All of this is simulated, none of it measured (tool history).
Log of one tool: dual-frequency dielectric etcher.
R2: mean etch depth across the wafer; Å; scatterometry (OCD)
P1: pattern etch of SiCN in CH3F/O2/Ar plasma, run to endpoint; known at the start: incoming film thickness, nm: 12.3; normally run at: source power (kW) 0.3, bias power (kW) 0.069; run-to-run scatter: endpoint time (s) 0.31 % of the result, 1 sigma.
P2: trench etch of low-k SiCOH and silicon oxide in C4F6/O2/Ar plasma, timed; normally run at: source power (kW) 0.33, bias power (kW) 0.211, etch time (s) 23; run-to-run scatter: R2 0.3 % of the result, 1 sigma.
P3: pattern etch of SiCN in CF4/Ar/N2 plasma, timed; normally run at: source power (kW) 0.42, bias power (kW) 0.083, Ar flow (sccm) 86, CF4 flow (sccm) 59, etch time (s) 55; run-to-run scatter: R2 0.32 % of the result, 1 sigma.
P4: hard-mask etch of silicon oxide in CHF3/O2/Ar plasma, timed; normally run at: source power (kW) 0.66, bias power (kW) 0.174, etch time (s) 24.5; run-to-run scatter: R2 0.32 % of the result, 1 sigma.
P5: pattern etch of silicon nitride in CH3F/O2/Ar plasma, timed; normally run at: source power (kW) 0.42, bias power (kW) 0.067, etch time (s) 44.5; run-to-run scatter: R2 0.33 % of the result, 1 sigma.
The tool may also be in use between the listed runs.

{"run": 1, "hour": 8.5, "process that ran": "P1", "source power (kW)": 0.3, "bias power (kW)": 0.069, "endpoint time (s)": 37.832}
{"run": 2, "hour": 25.3, "process that ran": "P3", "source power (kW)": 0.34, "bias power (kW)": 0.083, "Ar flow (sccm)": 86, "CF4 flow (sccm)": 59, "etch time (s)": 55, "R2": 388}
{"run": 3, "hour": 34.2, "process that ran": "P1", "source power (kW)": 0.3, "bias power (kW)": 0.069, "endpoint time (s)": 37.844}
{"run": 4, "hour": 43.3, "process that ran": "P2", "source power (kW)": 0.27, "bias power (kW)": 0.211, "etch time (s)": 23, "R2": 649.46}
{"run": 5, "hour": 59.4, "process that ran": "P1", "source power (kW)": 0.23, "bias power (kW)": 0.092, "endpoint time (s)": 37.604}
{"run": 6, "hour": 74.3, "process that ran": "P4", "source power (kW)": 0.66, "bias power (kW)": 0.244, "etch time (s)": 24.5, "R2": 542.72}
{"run": 7, "hour": 93.3, "process that ran": "P1", "source power (kW)": 0.3, "bias power (kW)": 0.053, "endpoint time (s)": 41.823}
{"run": 8, "hour": 109.5, "process that ran": "P1", "source power (kW)": 0.3, "bias power (kW)": 0.082, "endpoint time (s)": 35.654}
{"run": 9, "hour": 118.2, "process that ran": "P4", "source power (kW)": 0.66, "bias power (kW)": 0.174, "etch time (s)": 24.5, "R2": 483.86}
{"run": 10, "hour": 135.4, "process that ran": "P3", "source power (kW)": 0.42, "bias power (kW)": 0.083, "Ar flow (sccm)": 86, "CF4 flow (sccm)": 59, "etch time (s)": 30.5, "R2": 260.07}
{"run": 11, "hour": 152.2, "process that ran": "P5", "source power (kW)": 0.42, "bias power (kW)": 0.067, "etch time (s)": 44.5, "R2": 307.01}
{"run": 12, "hour": 160.7, "process that ran": "P2", "source power (kW)": 0.33, "bias power (kW)": 0.211, "etch time (s)": 23, "R2": 706.56}
{"run": 13, "hour": 175.0, "process that ran": "P1", "source power (kW)": 0.36, "bias power (kW)": 0.069, "endpoint time (s)": 35.567}
{"run": 14, "hour": 190.2, "process that ran": "P5", "source power (kW)": 0.42, "bias power (kW)": 0.067, "etch time (s)": 44.5, "R2": 306.41}
{"run": 15, "hour": 208.9, "process that ran": "P2", "source power (kW)": 0.33, "bias power (kW)": 0.211, "etch time (s)": 23, "R2": 707.55}
{"run": 16, "hour": 222.1, "process that ran": "P3", "source power (kW)": 0.42, "bias power (kW)": 0.083, "Ar flow (sccm)": 86, "CF4 flow (sccm)": 73, "etch time (s)": 55, "R2": 484.4}
{"run": 17, "hour": 231.4, "process that ran": "P1", "source power (kW)": 0.3, "bias power (kW)": 0.069, "endpoint time (s)": 37.937}
{"run": 18, "hour": 244.0, "process that ran": "P2", "source power (kW)": 0.33, "bias power (kW)": 0.271, "etch time (s)": 23, "R2": 769.68}
{"run": 19, "hour": 258.8, "process that ran": "P4", "source power (kW)": 0.52, "bias power (kW)": 0.174, "etch time (s)": 24.5, "R2": 442.14}
{"run": 20, "hour": 277.7, "process that ran": "P1", "source power (kW)": 0.3, "bias power (kW)": 0.069, "endpoint time (s)": 37.851}
{"run": 21, "hour": 287.5, "process that ran": "P1", "source power (kW)": 0.3, "bias power (kW)": 0.069, "endpoint time (s)": 37.906}
{"run": 22, "hour": 302.6, "process that ran": "P3", "source power (kW)": 0.42, "bias power (kW)": 0.083, "Ar flow (sccm)": 62, "CF4 flow (sccm)": 59, "etch time (s)": 55, "R2": 490.81}
{"run": 23, "hour": 316.3, "process that ran": "P3", "source power (kW)": 0.42, "bias power (kW)": 0.061, "Ar flow (sccm)": 86, "CF4 flow (sccm)": 59, "etch time (s)": 55, "R2": 420.77}
{"run": 24, "hour": 331.7, "process that ran": "P1", "source power (kW)": 0.3, "bias power (kW)": 0.069, "endpoint time (s)": 37.985}
{"run": 25, "hour": 350.8, "process that ran": "P1", "source power (kW)": 0.21, "bias power (kW)": 0.069, "endpoint time (s)": 43.386}
{"run": 26, "hour": 365.4, "process that ran": "P5", "source power (kW)": 0.56, "bias power (kW)": 0.067, "etch time (s)": 44.5, "R2": 342.49}
{"run": 27, "hour": 377.2, "process that ran": "P3", "source power (kW)": 0.42, "bias power (kW)": 0.083, "Ar flow (sccm)": 86, "CF4 flow (sccm)": 59, "etch time (s)": 55, "R2": 466.12}
{"run": 28, "hour": 395.6, "process that ran": "P5", "source power (kW)": 0.42, "bias power (kW)": 0.067, "etch time (s)": 57, "R2": 394.44}
{"run": 29, "hour": 407.1, "process that ran": "P2", "source power (kW)": 0.33, "bias power (kW)": 0.211, "etch time (s)": 14, "R2": 428.36}

The next listed run, before its measurement:
{"run": 30, "hour": 421.5, "process that ran": "P1", "source power (kW)": 0.2, "bias power (kW)": 0.081, "endpoint time (s)": "?"}

endpoint time (s): 41.63
